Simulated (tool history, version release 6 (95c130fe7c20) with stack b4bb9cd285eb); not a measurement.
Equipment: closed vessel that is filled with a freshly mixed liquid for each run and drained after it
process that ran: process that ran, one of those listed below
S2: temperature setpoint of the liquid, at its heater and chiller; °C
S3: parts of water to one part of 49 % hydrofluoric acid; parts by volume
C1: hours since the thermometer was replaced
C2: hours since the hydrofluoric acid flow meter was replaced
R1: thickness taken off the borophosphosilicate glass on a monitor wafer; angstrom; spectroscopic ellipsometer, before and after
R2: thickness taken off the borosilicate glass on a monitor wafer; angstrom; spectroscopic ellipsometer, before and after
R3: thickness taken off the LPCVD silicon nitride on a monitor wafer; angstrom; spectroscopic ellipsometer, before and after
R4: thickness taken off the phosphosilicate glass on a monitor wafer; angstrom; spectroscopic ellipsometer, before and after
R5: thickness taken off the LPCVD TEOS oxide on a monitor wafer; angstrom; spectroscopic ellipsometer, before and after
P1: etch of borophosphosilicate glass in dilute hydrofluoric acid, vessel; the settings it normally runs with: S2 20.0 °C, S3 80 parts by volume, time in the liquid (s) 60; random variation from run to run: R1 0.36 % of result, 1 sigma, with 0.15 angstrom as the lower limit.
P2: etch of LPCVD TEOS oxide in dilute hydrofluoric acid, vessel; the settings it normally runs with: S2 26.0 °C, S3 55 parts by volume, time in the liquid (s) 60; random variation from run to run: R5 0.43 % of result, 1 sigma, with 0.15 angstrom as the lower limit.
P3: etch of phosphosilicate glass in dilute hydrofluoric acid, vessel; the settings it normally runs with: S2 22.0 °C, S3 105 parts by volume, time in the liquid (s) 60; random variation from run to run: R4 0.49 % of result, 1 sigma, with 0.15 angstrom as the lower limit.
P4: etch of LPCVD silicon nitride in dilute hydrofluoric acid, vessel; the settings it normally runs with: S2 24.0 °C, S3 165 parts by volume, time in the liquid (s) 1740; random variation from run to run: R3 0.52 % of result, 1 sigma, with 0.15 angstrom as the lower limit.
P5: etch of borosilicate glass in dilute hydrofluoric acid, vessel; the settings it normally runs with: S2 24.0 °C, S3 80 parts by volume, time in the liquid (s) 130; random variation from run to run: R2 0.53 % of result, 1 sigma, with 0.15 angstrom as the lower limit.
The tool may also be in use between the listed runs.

Run 1, day 0.212: process that ran P1, S2 20.0 °C, S3 80 parts by volume, time in the liquid (s) 60; C1 239.3; C2 547.2. Result: R1 517.67 angstrom.
Run 2, day 0.433: process that ran P5, S2 24.0 °C, S3 80 parts by volume, time in the liquid (s) 130; C1 244.6; C2 552.5. Result: R2 508.03 angstrom.
Run 3, day 0.608: process that ran P4, S2 24.0 °C, S3 165 parts by volume, time in the liquid (s) 1740; C1 248.8; C2 556.7. Result: R3 51.191 angstrom.
Run 4, day 0.792: process that ran P5, S2 24.0 °C, S3 80 parts by volume, time in the liquid (s) 225; C1 253.2; C2 561.1. Result: R2 871.57 angstrom.
Run 5, day 0.988: process that ran P1, S2 20.0 °C, S3 25 parts by volume, time in the liquid (s) 60; C1 257.9; C2 565.8. Result: R1 1755.40 angstrom.
Run 6, day 1.221: process that ran P1, S2 20.0 °C, S3 80 parts by volume, time in the liquid (s) 60; C1 263.5; C2 571.4. Result: R1 519.25 angstrom.
Run 7, day 1.388: process that ran P5, S2 18.0 °C, S3 80 parts by volume, time in the liquid (s) 130; C1 267.5; C2 575.4. Result: R2 393.49 angstrom.
Run 8, day 1.538: process that ran P3, S2 22.0 °C, S3 105 parts by volume, time in the liquid (s) 60; C1 271.1; C2 579.0. Result: R4 726.93 angstrom.
Run 9, day 1.700: process that ran P2, S2 30.5 °C, S3 55 parts by volume, time in the liquid (s) 60; C1 275.0; C2 582.9. Result: R5 655.30 angstrom.
Run 10, day 1.929: process that ran P3, S2 22.0 °C, S3 105 parts by volume, time in the liquid (s) 110; C1 280.5; C2 588.4. Result: R4 1336.00 angstrom.
Run 11, day 2.062: process that ran P1, S2 20.0 °C, S3 80 parts by volume, time in the liquid (s) 30; C1 283.7; C2 591.6. Result: R1 257.19 angstrom.
Run 12, day 2.204: process that ran P1, S2 20.0 °C, S3 145 parts by volume, time in the liquid (s) 60; C1 287.1; C2 595.0. Result: R1 263.48 angstrom.
Run 13, day 2.362: process that ran P1, S2 20.0 °C, S3 80 parts by volume, time in the liquid (s) 60; C1 290.9; C2 598.8. Result: R1 511.86 angstrom.
Run 14, day 2.571: process that ran P5, S2 24.0 °C, S3 80 parts by volume, time in the liquid (s) 130; C1 295.9; C2 603.8. Result: R2 507.96 angstrom.
Run 15, day 2.762: process that ran P2, S2 26.0 °C, S3 55 parts by volume, time in the liquid (s) 60; C1 300.5; C2 608.4. Result: R5 547.35 angstrom.
Run 16, day 2.975: process that ran P1, S2 20.0 °C, S3 80 parts by volume, time in the liquid (s) 100; C1 305.6; C2 613.5. Result: R1 858.44 angstrom.
Run 17, day 3.129: process that ran P1, S2 17.0 °C, S3 80 parts by volume, time in the liquid (s) 60; C1 309.3; C2 617.2. Result: R1 456.87 angstrom.
Run 18, day 3.292: process that ran P1, S2 20.0 °C, S3 80 parts by volume, time in the liquid (s) 60; C1 313.2; C2 621.1. Result: R1 513.47 angstrom.
Run 19, day 3.492: process that ran P3, S2 30.0 °C, S3 105 parts by volume, time in the liquid (s) 60; C1 318.0; C2 625.9. Result: R4 984.21 angstrom.
Run 20, day 3.650: process that ran P2, S2 26.0 °C, S3 85 parts by volume, time in the liquid (s) 60; C1 321.8; C2 629.7. Result: R5 340.73 angstrom.
Run 21, day 3.775: process that ran P1, S2 20.0 °C, S3 80 parts by volume, time in the liquid (s) 60; C1 324.8; C2 632.7. Result: R1 510.94 angstrom.
Run 22, day 3.904: process that ran P4, S2 24.0 °C, S3 165 parts by volume, time in the liquid (s) 1740; C1 327.9; C2 635.8. Result: R3 50.770 angstrom.
Run 23, day 4.033: process that ran P2, S2 26.0 °C, S3 55 parts by volume, time in the liquid (s) 30; C1 331.0; C2 638.9. Result: R5 275.47 angstrom.
Run 24, day 4.238: process that ran P1, S2 20.0 °C, S3 80 parts by volume, time in the liquid (s) 60; C1 335.9; C2 643.8. Result: R1 512.93 angstrom.
Run 25, day 4.408: process that ran P4, S2 29.0 °C, S3 165 parts by volume, time in the liquid (s) 1740; C1 340.0; C2 647.9. Result: R3 69.864 angstrom.
Run 26, day 4.617: process that ran P5, S2 24.0 °C, S3 130 parts by volume, time in the liquid (s) 130; C1 345.0; C2 652.9. Result: R2 291.23 angstrom.
Run 27, day 4.742: process that ran P4, S2 24.0 °C, S3 270 parts by volume, time in the liquid (s) 1740; C1 348.0; C2 655.9. Result: R3 31.641 angstrom.
Run 28, day 4.871: process that ran P3, S2 22.0 °C, S3 25 parts by volume, time in the liquid (s) 60; C1 351.1; C2 659.0. Result: R4 3323.60 angstrom.
Run 29, day 5.100: process that ran P4, S2 24.0 °C, S3 165 parts by volume, time in the liquid (s) 3445; C1 356.6; C2 664.5. Result: R3 100.920 angstrom.
Run 30, day 5.212: process that ran P3, S2 22.0 °C, S3 105 parts by volume, time in the liquid (s) 60; C1 359.3; C2 667.2. Result: R4 727.24 angstrom.
Run 31, day 5.358: process that ran P2, S2 26.0 °C, S3 55 parts by volume, time in the liquid (s) 60; C1 362.8; C2 670.7. Result: R5 550.65 angstrom.
Run 32, day 5.496: process that ran P1, S2 20.0 °C, S3 110 parts by volume, time in the liquid (s) 30; C1 366.1; C2 674.0. Result: R1 180.25 angstrom.
Run 33, day 5.733: process that ran P1, S2 27.5 °C, S3 80 parts by volume, time in the liquid (s) 60; C1 371.8; C2 679.7. Result: R1 699.83 angstrom.
Run 34, day 5.846: process that ran P1, S2 20.0 °C, S3 80 parts by volume, time in the liquid (s) 60; C1 374.5; C2 682.4. Result: R1 517.96 angstrom.
Run 35, day 6.042: process that ran P1, S2 20.0 °C, S3 80 parts by volume, time in the liquid (s) 60; C1 379.2; C2 687.1. Result: R1 500.23 angstrom.
Run 36, day 6.225: process that ran P1, S2 20.0 °C, S3 80 parts by volume, time in the liquid (s) 60; C1 383.6; C2 691.5. Result: R1 492.08 angstrom.
Run 37, day 6.458: process that ran P1, S2 20.0 °C, S3 80 parts by volume, time in the liquid (s) 60; C1 389.2; C2 697.1. Result: R1 485.93 angstrom.
Run 38, day 6.654: process that ran P1, S2 20.0 °C, S3 80 parts by volume, time in the liquid (s) 60; C1 393.9; C2 701.8. Result: R1 480.85 angstrom.
Run 39, day 6.821: process that ran P1, S2 20.0 °C, S3 80 parts by volume, time in the liquid (s) 60; C1 397.9; C2 705.8. Result: R1 478.12 angstrom.
Run 40, day 7.004: process that ran P1, S2 20.0 °C, S3 80 parts by volume, time in the liquid (s) 60; C1 402.3; C2 710.2. Result: R1 479.10 angstrom.
Run 41, day 7.112: process that ran P1, S2 20.0 °C, S3 80 parts by volume, time in the liquid (s) 60; C1 404.9; C2 712.8. Result: R1 479.69 angstrom.
Run 42, day 7.221: process that ran P1, S2 20.0 °C, S3 80 parts by volume, time in the liquid (s) 60; C1 407.5; C2 715.4. Result: R1 476.57 angstrom.
Run 43, day 7.371: process that ran P1, S2 20.0 °C, S3 80 parts by volume, time in the liquid (s) 60; C1 411.1; C2 719.0. Result: R1 479.36 angstrom.
Run 44, day 7.504: process that ran P1, S2 20.0 °C, S3 80 parts by volume, time in the liquid (s) 60; C1 414.3; C2 722.2. Result: R1 475.11 angstrom.
Run 45, day 7.629: process that ran P1, S2 20.0 °C, S3 80 parts by volume, time in the liquid (s) 60; C1 417.3; C2 725.2. Result: R1 477.43 angstrom.

P1 has crept away from where it was. The log is fitted equally well by each of these 2 causes, at the sizes shown:
A: hydrofluoric acid flow below the setpoint (%) = 6.76
B: liquid colder than its thermometer reads (K) = 1.83
The drift started at roughly day 5.846.

The 4 check runs listed below each average the results of 2 wafers, and their outcomes are marked with question marks. Under which run would the listed causes produce clearly different results?
Run check 1, day 7.754: process that ran P2, S2 26.0 °C, S3 55 parts by volume, time in the liquid (s) 30. Result: R5 ?.
Run check 2, day 7.754: process that ran P5, S2 24.0 °C, S3 115 parts by volume, time in the liquid (s) 205. Result: R2 ?.
Run check 3, day 7.754: process that ran P4, S2 24.0 °C, S3 230 parts by volume, time in the liquid (s) 1740. Result: R3 ?.
Run check 4, day 7.754: process that ran P3, S2 22.0 °C, S3 105 parts by volume, time in the liquid (s) 105. Result: R4 ?.

Check results expected under each cause:
  check  result     if A     if B
check 1      R5   255.12   255.42
check 2      R2   491.86   495.62
check 3      R3   34.345   32.798
check 4      R4  1167.90  1173.20
Per check, the gap between the least separated pair of causes, taken in the result that splits them most: check 1 0.12 %; check 2 0.76 %; check 3 4.61 %; check 4 0.46 %
The other checks would show nearly matching results whichever cause is true, so check 3 is the only one that separates the causes.

The results of check 3 are: R3 34.420 angstrom. Based on these, which of the listed causes is it?

A is the cause: hydrofluoric acid flow below the setpoint (%).
